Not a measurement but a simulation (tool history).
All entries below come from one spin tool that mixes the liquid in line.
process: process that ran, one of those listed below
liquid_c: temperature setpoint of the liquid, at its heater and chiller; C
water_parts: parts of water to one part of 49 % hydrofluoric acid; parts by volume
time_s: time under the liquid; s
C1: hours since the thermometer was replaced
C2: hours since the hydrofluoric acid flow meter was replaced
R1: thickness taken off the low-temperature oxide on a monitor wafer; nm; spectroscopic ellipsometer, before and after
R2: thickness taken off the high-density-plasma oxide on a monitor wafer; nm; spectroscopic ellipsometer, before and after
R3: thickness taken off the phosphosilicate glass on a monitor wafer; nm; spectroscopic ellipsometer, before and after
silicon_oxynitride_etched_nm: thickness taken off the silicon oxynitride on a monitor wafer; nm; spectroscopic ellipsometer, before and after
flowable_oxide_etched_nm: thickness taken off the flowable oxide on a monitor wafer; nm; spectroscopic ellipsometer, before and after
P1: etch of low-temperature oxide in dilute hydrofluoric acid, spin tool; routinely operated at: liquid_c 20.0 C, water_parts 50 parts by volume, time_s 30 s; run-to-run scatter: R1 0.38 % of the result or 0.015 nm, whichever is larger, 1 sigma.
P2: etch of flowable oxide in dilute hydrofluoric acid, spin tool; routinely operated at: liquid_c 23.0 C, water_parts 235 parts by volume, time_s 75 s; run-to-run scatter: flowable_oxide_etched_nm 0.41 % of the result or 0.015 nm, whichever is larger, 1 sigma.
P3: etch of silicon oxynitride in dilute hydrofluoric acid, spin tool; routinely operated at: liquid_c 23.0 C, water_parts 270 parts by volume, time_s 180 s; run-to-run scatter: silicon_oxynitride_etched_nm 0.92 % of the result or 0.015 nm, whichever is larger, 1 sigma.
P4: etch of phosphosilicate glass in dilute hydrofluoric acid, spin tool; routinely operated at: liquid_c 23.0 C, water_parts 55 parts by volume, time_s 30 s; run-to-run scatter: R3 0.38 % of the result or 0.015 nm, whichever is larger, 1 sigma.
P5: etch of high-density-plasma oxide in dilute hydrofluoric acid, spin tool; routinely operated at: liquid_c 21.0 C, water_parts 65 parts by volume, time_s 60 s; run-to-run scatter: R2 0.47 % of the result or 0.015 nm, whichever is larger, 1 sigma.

run 1 hour=11.6 | process=P1 liquid_c=20.0 water_parts=50 time_s=30 | C1=831.7 C2=532.4 | R1=11.0900
run 2 hour=28.3 | process=P5 liquid_c=21.0 water_parts=30 time_s=60 | C1=848.4 C2=549.1 | R2=13.9810
run 3 hour=39.6 | process=P1 liquid_c=23.5 water_parts=50 time_s=30 | C1=859.7 C2=560.4 | R1=12.8020
run 4 hour=54.0 | process=P4 liquid_c=23.0 water_parts=55 time_s=15 | C1=874.1 C2=574.8 | R3=56.426
run 5 hour=66.3 | process=P3 liquid_c=23.0 water_parts=270 time_s=335 | C1=886.4 C2=587.1 | silicon_oxynitride_etched_nm=4.8768
run 6 hour=74.1 | process=P1 liquid_c=20.0 water_parts=50 time_s=30 | C1=894.2 C2=594.9 | R1=11.0370
run 7 hour=90.3 | process=P2 liquid_c=23.0 water_parts=235 time_s=125 | C1=910.4 C2=611.1 | flowable_oxide_etched_nm=17.584
run 8 hour=106.5 | process=P1 liquid_c=20.0 water_parts=50 time_s=30 | C1=926.6 C2=627.3 | R1=10.9930
run 9 hour=119.7 | process=P1 liquid_c=26.5 water_parts=50 time_s=15 | C1=939.8 C2=640.5 | R1=7.2270
run 10 hour=134.2 | process=P3 liquid_c=23.0 water_parts=270 time_s=180 | C1=954.3 C2=655.0 | silicon_oxynitride_etched_nm=2.6026
run 11 hour=147.8 | process=P5 liquid_c=29.0 water_parts=65 time_s=60 | C1=967.9 C2=668.6 | R2=8.6139
run 12 hour=157.9 | process=P4 liquid_c=23.0 water_parts=55 time_s=30 | C1=978.0 C2=678.7 | R3=112.490
run 13 hour=169.2 | process=P4 liquid_c=31.0 water_parts=55 time_s=30 | C1=989.3 C2=690.0 | R3=155.300
run 14 hour=178.2 | process=P5 liquid_c=21.0 water_parts=65 time_s=60 | C1=998.3 C2=699.0 | R2=6.1793
run 15 hour=191.7 | process=P1 liquid_c=20.0 water_parts=50 time_s=55 | C1=1011.8 C2=712.5 | R1=20.2410
run 16 hour=204.9 | process=P1 liquid_c=20.0 water_parts=50 time_s=30 | C1=1025.0 C2=725.7 | R1=10.9890
-- hour=210.1 hydrofluoric acid flow meter replaced
run 17 hour=221.0 | process=P1 liquid_c=23.5 water_parts=50 time_s=55 | C1=1041.1 C2=11.0 | R1=23.4880
run 18 hour=231.3 | process=P1 liquid_c=17.0 water_parts=50 time_s=30 | C1=1051.4 C2=21.3 | R1=9.7015
run 19 hour=242.4 | process=P1 liquid_c=20.0 water_parts=50 time_s=30 | C1=1062.5 C2=32.4 | R1=11.1070
run 20 hour=255.7 | process=P2 liquid_c=23.0 water_parts=80 time_s=75 | C1=1075.8 C2=45.7 | flowable_oxide_etched_nm=37.015
-- hour=259.5 thermometer replaced
run 21 hour=272.2 | process=P1 liquid_c=20.0 water_parts=70 time_s=30 | C1=12.8 C2=62.2 | R1=7.6854
run 22 hour=284.2 | process=P3 liquid_c=23.0 water_parts=80 time_s=180 | C1=24.8 C2=74.2 | silicon_oxynitride_etched_nm=10.1050
run 23 hour=301.1 | process=P1 liquid_c=20.0 water_parts=50 time_s=30 | C1=41.7 C2=91.1 | R1=11.0460
run 24 hour=318.4 | process=P3 liquid_c=31.0 water_parts=270 time_s=180 | C1=59.0 C2=108.4 | silicon_oxynitride_etched_nm=3.6398
run 25 hour=335.6 | process=P2 liquid_c=30.0 water_parts=235 time_s=75 | C1=76.2 C2=125.6 | flowable_oxide_etched_nm=13.586

Predict the results of run 26:
run 26 hour=345.4 | process=P5 liquid_c=21.0 water_parts=65 time_s=15 | C1=86.0 C2=135.4 | R2=?

R2: 1.5722 nm
